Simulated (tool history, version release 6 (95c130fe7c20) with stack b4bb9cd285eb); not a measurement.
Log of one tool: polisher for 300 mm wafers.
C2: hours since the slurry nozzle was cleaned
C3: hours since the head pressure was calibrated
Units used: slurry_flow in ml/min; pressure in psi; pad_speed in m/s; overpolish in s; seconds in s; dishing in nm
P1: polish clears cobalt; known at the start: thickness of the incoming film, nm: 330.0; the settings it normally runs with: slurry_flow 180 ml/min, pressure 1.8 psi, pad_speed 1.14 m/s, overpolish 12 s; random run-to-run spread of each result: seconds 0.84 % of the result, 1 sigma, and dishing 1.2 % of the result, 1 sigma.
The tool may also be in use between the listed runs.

run 1 hour=8.3 | slurry_flow=180 pressure=1.8 pad_speed=1.14 overpolish=12 | wafers_polished_on_this_pad=393 C2=463.9 C3=151.5 | seconds=71.575 dishing=26.352
run 2 hour=14.4 | slurry_flow=180 pressure=1.8 pad_speed=1.14 overpolish=12 | wafers_polished_on_this_pad=462 C2=470 C3=157.6 | seconds=70.872 dishing=26.493
run 3 hour=22.4 | slurry_flow=180 pressure=1.8 pad_speed=0.52 overpolish=12 | wafers_polished_on_this_pad=553 C2=478 C3=165.6 | seconds=156.86 dishing=16.583
run 4 hour=31.7 | slurry_flow=180 pressure=1.8 pad_speed=1.14 overpolish=7 | wafers_polished_on_this_pad=658 C2=487.3 C3=174.9 | seconds=71.481 dishing=19.871
run 5 hour=37.8 | slurry_flow=180 pressure=1.8 pad_speed=1.14 overpolish=12 | wafers_polished_on_this_pad=727 C2=493.4 C3=181 | seconds=72.149 dishing=26.71
run 6 hour=43.3 | slurry_flow=230 pressure=1.8 pad_speed=1.14 overpolish=12 | wafers_polished_on_this_pad=789 C2=498.9 C3=186.5 | seconds=68.846 dishing=26.986
run 7 hour=51.4 | slurry_flow=180 pressure=1.8 pad_speed=1.14 overpolish=12 | wafers_polished_on_this_pad=881 C2=507 C3=194.6 | seconds=72.481 dishing=26.077
run 8 hour=60.4 | slurry_flow=180 pressure=2.5 pad_speed=1.14 overpolish=12 | wafers_polished_on_this_pad=983 C2=516 C3=203.6 | seconds=52.115 dishing=29.338
run 9 hour=64.8 | slurry_flow=180 pressure=1 pad_speed=1.14 overpolish=12 | wafers_polished_on_this_pad=1033 C2=520.4 C3=208 | seconds=129.86 dishing=19.493
run 10 hour=69.2 | slurry_flow=110 pressure=1.8 pad_speed=1.14 overpolish=12 | wafers_polished_on_this_pad=1082 C2=524.8 C3=212.4 | seconds=77.334 dishing=25.585
run 11 hour=73.5 | slurry_flow=180 pressure=1.8 pad_speed=1.54 overpolish=12 | wafers_polished_on_this_pad=1131 C2=529.1 C3=216.7 | seconds=53.717 dishing=28.686
run 12 hour=78.8 | slurry_flow=115 pressure=1.8 pad_speed=1.14 overpolish=4 | wafers_polished_on_this_pad=1191 C2=534.4 C3=222 | seconds=78.57 dishing=12.552
run 13 hour=84.5 | slurry_flow=180 pressure=1.8 pad_speed=1.14 overpolish=19 | wafers_polished_on_this_pad=1255 C2=540.1 C3=227.7 | seconds=71.515 dishing=31.387
run 14 hour=89.3 | slurry_flow=180 pressure=1.8 pad_speed=0.56 overpolish=4 | wafers_polished_on_this_pad=1310 C2=544.9 C3=232.5 | seconds=147.43 dishing=7.4748
run 15 hour=98.3 | slurry_flow=180 pressure=1.8 pad_speed=1.14 overpolish=12 | wafers_polished_on_this_pad=1412 C2=553.9 C3=241.5 | seconds=71.654 dishing=25.611
run 16 hour=106.4 | slurry_flow=180 pressure=1.8 pad_speed=1.14 overpolish=12 | wafers_polished_on_this_pad=1503 C2=562 C3=249.6 | seconds=72.687 dishing=26.252
run 17 hour=111.2 | slurry_flow=180 pressure=1.8 pad_speed=1.14 overpolish=12 | wafers_polished_on_this_pad=1557 C2=566.8 C3=254.4 | seconds=73.815 dishing=25.573
run 18 hour=119.7 | slurry_flow=180 pressure=1.8 pad_speed=1.14 overpolish=12 | wafers_polished_on_this_pad=1654 C2=575.3 C3=262.9 | seconds=75.146 dishing=26.004
-- hour=123.6 head pressure recalibrated
run 19 hour=124 | slurry_flow=180 pressure=1.8 pad_speed=1.14 overpolish=12 | wafers_polished_on_this_pad=1702 C2=579.6 C3=0.5 | seconds=76.55 dishing=25.729
run 20 hour=131.9 | slurry_flow=180 pressure=1.8 pad_speed=1.14 overpolish=12 | wafers_polished_on_this_pad=1792 C2=587.5 C3=8.4 | seconds=74.991 dishing=26.052
run 21 hour=140.2 | slurry_flow=180 pressure=1.8 pad_speed=1.14 overpolish=12 | wafers_polished_on_this_pad=1886 C2=595.8 C3=16.7 | seconds=75.827 dishing=25.932
run 22 hour=148.9 | slurry_flow=180 pressure=1.8 pad_speed=1.14 overpolish=12 | wafers_polished_on_this_pad=1984 C2=604.5 C3=25.4 | seconds=75.651 dishing=25.765
run 23 hour=154.2 | slurry_flow=180 pressure=1.8 pad_speed=1.14 overpolish=12 | wafers_polished_on_this_pad=2044 C2=609.8 C3=30.7 | seconds=74.368 dishing=25.207
run 24 hour=163.5 | slurry_flow=180 pressure=1.8 pad_speed=1.14 overpolish=12 | wafers_polished_on_this_pad=2149 C2=619.1 C3=40 | seconds=75.565 dishing=26.171
run 25 hour=169.4 | slurry_flow=180 pressure=1.8 pad_speed=1.14 overpolish=12 | wafers_polished_on_this_pad=2216 C2=625 C3=45.9 | seconds=77.012 dishing=25.754

The log shows P1 creeping away from where it was. Any of the 2 causes listed here, at the size stated for it, fits the log just as well as the others:
A: slurry flow missing at the pad, % = 29
B: removal rate lost through wear of the pad, % = 5.68
At approximately hour 98.3, the process output began to creep.
What rules out each remaining cause:
head's pressure below its setpoint, %: work on it at hour 123.6, done after the drift set in, did not restore what the process gave before

The list below offers 4 check runs, each averaging the results of 5 wafers, and shows each result as a question mark. For which of them would the listed causes give clearly different results?
run check 1 hour=175.3 | slurry_flow=180 pressure=2.5 pad_speed=1.54 overpolish=12 | seconds=? dishing=?
run check 2 hour=175.3 | slurry_flow=110 pressure=1.8 pad_speed=0.64 overpolish=12 | seconds=? dishing=?
run check 3 hour=175.3 | slurry_flow=180 pressure=1.8 pad_speed=0.84 overpolish=17 | seconds=? dishing=?
run check 4 hour=175.3 | slurry_flow=180 pressure=1 pad_speed=0.74 overpolish=12 | seconds=? dishing=?

Outcome of each check run for each possible cause:
check=check_1 result=seconds if_A=40.624 if_B=40.621
check=check_1 result=dishing if_A=31.002 if_B=31.002
check=check_2 result=seconds if_A=153.57 if_B=148.63
check=check_2 result=dishing if_A=17.201 if_B=17.589
check=check_3 result=seconds if_A=103.44 if_B=103.43
check=check_3 result=dishing if_A=26.12 if_B=26.121
check=check_4 result=seconds if_A=211.36 if_B=211.34
check=check_4 result=dishing if_A=13.69 if_B=13.691
Separation of the two closest causes in each check, using whichever result separates them best: check 1 0.01 %; check 2 3.27 %; check 3 0.01 %; check 4 0.01 %
Check 2 is the one run that separates the causes; every other check would come out nearly the same whichever cause is at work.

The results of check 2 are: seconds 153.85 s; dishing 17.048 nm. Based on these, which of the listed causes is it?

Of the candidate causes, it is A: slurry flow missing at the pad, %.
